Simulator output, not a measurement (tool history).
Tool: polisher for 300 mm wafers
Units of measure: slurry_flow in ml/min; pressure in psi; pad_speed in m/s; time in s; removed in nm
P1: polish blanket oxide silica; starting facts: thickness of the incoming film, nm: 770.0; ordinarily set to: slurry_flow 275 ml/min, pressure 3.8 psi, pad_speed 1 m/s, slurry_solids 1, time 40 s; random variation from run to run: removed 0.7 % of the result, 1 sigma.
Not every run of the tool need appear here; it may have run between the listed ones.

Run 1, hour 10.1: slurry_flow 275 ml/min, pressure 3.8 psi, pad_speed 1 m/s, slurry_solids 1, time 40 s. Result: removed 127.33 nm.
Run 2, hour 19.4: slurry_flow 275 ml/min, pressure 3.8 psi, pad_speed 1 m/s, slurry_solids 1, time 40 s. Result: removed 125.57 nm.
Run 3, hour 28: slurry_flow 275 ml/min, pressure 2.2 psi, pad_speed 1 m/s, slurry_solids 1, time 40 s. Result: removed 73.453 nm.
Run 4, hour 34.4: slurry_flow 275 ml/min, pressure 3.8 psi, pad_speed 1 m/s, slurry_solids 0.55, time 40 s. Result: removed 93.286 nm.
Run 5, hour 46.8: slurry_flow 195 ml/min, pressure 3.8 psi, pad_speed 1 m/s, slurry_solids 1, time 40 s. Result: removed 121.25 nm.
Run 6, hour 59.5: slurry_flow 275 ml/min, pressure 3.8 psi, pad_speed 1.4 m/s, slurry_solids 1, time 40 s. Result: removed 166.5 nm.
Run 7, hour 68.7: slurry_flow 275 ml/min, pressure 3.8 psi, pad_speed 1 m/s, slurry_solids 1, time 40 s. Result: removed 127.56 nm.
Run 8, hour 80.3: slurry_flow 275 ml/min, pressure 3.8 psi, pad_speed 1 m/s, slurry_solids 1, time 40 s. Result: removed 125.15 nm.
Run 9, hour 92.3: slurry_flow 275 ml/min, pressure 3.8 psi, pad_speed 0.44 m/s, slurry_solids 1, time 40 s. Result: removed 66.082 nm.
Run 10, hour 103.8: slurry_flow 275 ml/min, pressure 3.8 psi, pad_speed 1 m/s, slurry_solids 1, time 40 s. Result: removed 126.44 nm.
Run 11, hour 115.1: slurry_flow 375 ml/min, pressure 3.8 psi, pad_speed 1 m/s, slurry_solids 1, time 40 s. Result: removed 129.66 nm.
Run 12, hour 127.7: slurry_flow 275 ml/min, pressure 5.8 psi, pad_speed 0.74 m/s, slurry_solids 1, time 40 s. Result: removed 151.3 nm.
Run 13, hour 134.2: slurry_flow 275 ml/min, pressure 3.8 psi, pad_speed 1 m/s, slurry_solids 1, time 60 s. Result: removed 190.22 nm.
At hour 138.9: slurry nozzle cleaned.
Run 14, hour 140.8: slurry_flow 180 ml/min, pressure 3.8 psi, pad_speed 1 m/s, slurry_solids 0.7, time 40 s. Result: removed 101.73 nm.
Run 15, hour 150.3: slurry_flow 275 ml/min, pressure 3.8 psi, pad_speed 1 m/s, slurry_solids 1, time 40 s. Result: removed 126.89 nm.
Run 16, hour 161: slurry_flow 275 ml/min, pressure 3.8 psi, pad_speed 1 m/s, slurry_solids 1.3, time 40 s. Result: removed 141.49 nm.
At hour 167.7: conditioning disc replaced and pad reconditioned.
Run 17, hour 172.5: slurry_flow 275 ml/min, pressure 5.8 psi, pad_speed 1 m/s, slurry_solids 1, time 40 s. Result: removed 192.96 nm.

The next listed run, before its measurement:
Run 18, hour 182.4: slurry_flow 275 ml/min, pressure 3.8 psi, pad_speed 1 m/s, slurry_solids 1, time 24 s. Result: removed ?.

removed: 76.069 nm
